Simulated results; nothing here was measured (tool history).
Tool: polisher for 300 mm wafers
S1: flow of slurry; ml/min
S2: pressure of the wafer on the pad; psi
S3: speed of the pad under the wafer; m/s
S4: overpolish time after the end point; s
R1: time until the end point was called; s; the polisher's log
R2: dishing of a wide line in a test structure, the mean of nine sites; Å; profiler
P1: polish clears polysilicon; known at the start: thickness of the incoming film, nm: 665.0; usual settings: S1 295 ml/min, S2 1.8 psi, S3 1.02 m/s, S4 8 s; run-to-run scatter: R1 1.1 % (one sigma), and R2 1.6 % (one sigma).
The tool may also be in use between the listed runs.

run   hour   S1   S2    S3  S4      R1      R2
  1    6.9  295  1.8  1.02   8  86.812  389.03
  2   12.2  295  1.8  1.02   8  86.252  400.23
  3   21.6  295  1.8  1.02   8  87.255  395.24
  4   27.7  295  1.8  1.02   4  87.937  238.88
  5   37.1  295  2.8  1.02   8  55.144  500.61
  6   45.8  295  1.8  0.56   8  158.04  255.86
  7   52.1  185    1  1.02   8  165.31  250.85
  8   59.3  445  1.8  1.02   8  84.118  400.63
  9     66  295  1.8  1.58   8  56.341  485.81
 10   75.8  175  1.8  1.02   8  91.694  376.23
 11   84.7  295  1.8  1.02   8  86.513  395.95
 12     96  295  1.3  1.02   8  118.45  313.46
 13  102.5  295  1.8  1.02   8  86.968  395.23
 14  111.3  295  1.8  1.02  16   84.64  572.36
 15  121.1  295  1.8  1.02   8  87.116  392.52
 16  126.5  295  1.8  1.02   8  86.362   402.5
 17  131.7  295  1.8  1.02   8   88.86  401.51
 18  137.4  295  1.8  1.02   8  89.185  379.32
 19  143.6  295  1.8  1.02   8  90.805  378.04
 20    153  295  1.8  1.02   8  91.407  381.25
 21  159.6  295  1.8  1.02   8  90.925  368.11
     163.2  -- head pressure recalibrated
 22  169.6  295  1.8  1.02   8  91.529  379.19
 23    178  295  1.8  1.02   8  90.876  380.01
 24  186.7  295  1.8  1.02   8  90.805  387.44

What P1 gives has crept away from where it was. These 2 causes fit the log equally well, each at the size given:
A: slurry flow missing at the pad, % = 38.4
B: removal rate lost through wear of the pad, % = 5.48
The creep began at about hour 121.1.
Why every other cause is out:
head's pressure below its setpoint, %: serviced at hour 163.2, which brought nothing back

4 check runs are offered, each on 5 wafers whose results are averaged, their results left as question marks. Which one tells the causes apart?
check 1  195.4  295  2.6  1.02  14   ?   ?
check 2  195.4  295  1.8  1.02  16   ?   ?
check 3  195.4  295  2.5  1.02  14   ?   ?
check 4  195.4  175  1.8  1.42   8   ?   ?

What each check would give under each cause:
  check  result    if A    if B
check 1      R1   63.28  63.278
check 1      R2  580.53  580.54
check 2      R1  91.404  91.401
check 2      R2  538.79   538.8
check 3      R1  65.811  65.809
check 3      R2  574.22  574.23
check 4      R1  72.365   69.85
check 4      R2  436.41  444.82
How far apart the two closest causes lie, in the result that separates them most: check 1 0 %; check 2 0 %; check 3 0 %; check 4 3.54 %
Check 4 tells the causes apart: in the others they would give nearly the same result.

Then check 4 was run and gave: R1 72.79 s; R2 435.02 Å. Which cause is it?

It is A: slurry flow missing at the pad, %.
